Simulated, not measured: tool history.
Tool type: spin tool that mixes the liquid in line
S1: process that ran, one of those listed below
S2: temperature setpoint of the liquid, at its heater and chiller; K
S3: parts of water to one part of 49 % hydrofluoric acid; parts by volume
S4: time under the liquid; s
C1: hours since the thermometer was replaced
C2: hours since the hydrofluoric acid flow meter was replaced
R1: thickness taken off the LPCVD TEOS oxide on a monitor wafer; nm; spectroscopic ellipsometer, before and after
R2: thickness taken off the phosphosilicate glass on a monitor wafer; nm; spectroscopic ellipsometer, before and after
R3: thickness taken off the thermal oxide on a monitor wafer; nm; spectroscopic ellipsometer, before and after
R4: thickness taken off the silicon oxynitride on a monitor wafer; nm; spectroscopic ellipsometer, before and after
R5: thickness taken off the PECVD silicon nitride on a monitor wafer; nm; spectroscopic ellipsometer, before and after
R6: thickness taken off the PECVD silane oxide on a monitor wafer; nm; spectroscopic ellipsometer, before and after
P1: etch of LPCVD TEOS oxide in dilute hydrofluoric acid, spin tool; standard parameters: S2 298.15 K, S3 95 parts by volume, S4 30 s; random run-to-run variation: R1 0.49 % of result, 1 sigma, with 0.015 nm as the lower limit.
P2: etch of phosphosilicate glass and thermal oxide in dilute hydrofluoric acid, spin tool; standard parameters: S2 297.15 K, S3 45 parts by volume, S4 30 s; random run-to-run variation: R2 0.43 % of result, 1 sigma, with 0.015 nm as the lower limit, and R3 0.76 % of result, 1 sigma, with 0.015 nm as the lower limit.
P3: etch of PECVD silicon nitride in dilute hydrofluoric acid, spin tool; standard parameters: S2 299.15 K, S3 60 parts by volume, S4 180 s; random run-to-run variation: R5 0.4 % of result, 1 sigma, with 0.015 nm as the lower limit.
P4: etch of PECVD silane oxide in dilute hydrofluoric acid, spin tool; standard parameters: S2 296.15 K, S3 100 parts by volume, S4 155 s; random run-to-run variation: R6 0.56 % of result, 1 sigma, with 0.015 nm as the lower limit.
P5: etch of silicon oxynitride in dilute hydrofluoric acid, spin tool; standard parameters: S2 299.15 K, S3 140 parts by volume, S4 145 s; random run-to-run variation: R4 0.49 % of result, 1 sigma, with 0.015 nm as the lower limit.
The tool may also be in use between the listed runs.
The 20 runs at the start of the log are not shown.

Run 21, hour 309.5: S1 P3, S2 292.15 K, S3 60 parts by volume, S4 180 s; C1 1275.6; C2 542.9. Result: R5 8.168 nm.
Run 22, hour 324.3: S1 P1, S2 298.15 K, S3 95 parts by volume, S4 45 s; C1 1290.4; C2 557.7. Result: R1 15.2400 nm.
Run 23, hour 336.5: S1 P4, S2 296.15 K, S3 100 parts by volume, S4 65 s; C1 1302.6; C2 569.9. Result: R6 21.479 nm.
At hour 337.6: thermometer replaced.
Run 24, hour 355.3: S1 P1, S2 298.15 K, S3 95 parts by volume, S4 30 s; C1 17.7; C2 588.7. Result: R1 10.0980 nm.
Run 25, hour 373.3: S1 P2, S2 297.15 K, S3 45 parts by volume, S4 45 s; C1 35.7; C2 606.7. Result: R2 66.060 nm, R3 5.5119 nm.
Run 26, hour 391.6: S1 P1, S2 291.15 K, S3 45 parts by volume, S4 30 s; C1 54.0; C2 625.0. Result: R1 17.1100 nm.
Run 27, hour 402.8: S1 P4, S2 296.15 K, S3 100 parts by volume, S4 155 s; C1 65.2; C2 636.2. Result: R6 51.200 nm.
Run 28, hour 420.0: S1 P3, S2 299.15 K, S3 60 parts by volume, S4 365 s; C1 82.4; C2 653.4. Result: R5 26.617 nm.
Run 29, hour 429.4: S1 P5, S2 299.15 K, S3 140 parts by volume, S4 145 s; C1 91.8; C2 662.8. Result: R4 5.1763 nm.
Run 30, hour 443.5: S1 P1, S2 298.15 K, S3 95 parts by volume, S4 30 s; C1 105.9; C2 676.9. Result: R1 10.1100 nm.
Run 31, hour 453.4: S1 P3, S2 299.15 K, S3 20 parts by volume, S4 180 s; C1 115.8; C2 686.8. Result: R5 38.194 nm.
Run 32, hour 464.1: S1 P5, S2 299.15 K, S3 140 parts by volume, S4 235 s; C1 126.5; C2 697.5. Result: R4 8.3747 nm.
Run 33, hour 478.5: S1 P1, S2 298.15 K, S3 95 parts by volume, S4 30 s; C1 140.9; C2 711.9. Result: R1 10.0620 nm.
Run 34, hour 496.2: S1 P1, S2 298.15 K, S3 95 parts by volume, S4 30 s; C1 158.6; C2 729.6. Result: R1 10.4170 nm.
Run 35, hour 514.2: S1 P1, S2 298.15 K, S3 95 parts by volume, S4 30 s; C1 176.6; C2 747.6. Result: R1 10.7020 nm.
Run 36, hour 532.8: S1 P1, S2 298.15 K, S3 95 parts by volume, S4 30 s; C1 195.2; C2 766.2. Result: R1 10.7880 nm.
Run 37, hour 547.1: S1 P1, S2 298.15 K, S3 95 parts by volume, S4 30 s; C1 209.5; C2 780.5. Result: R1 10.7160 nm.
Run 38, hour 557.1: S1 P1, S2 298.15 K, S3 95 parts by volume, S4 30 s; C1 219.5; C2 790.5. Result: R1 10.8750 nm.

Forecast run 39:
Run 39, hour 569.7: S1 P1, S2 298.15 K, S3 95 parts by volume, S4 30 s; C1 232.1; C2 803.1. Result: R1 ?.

For run 39 the tool returned R1 10.7750 nm.
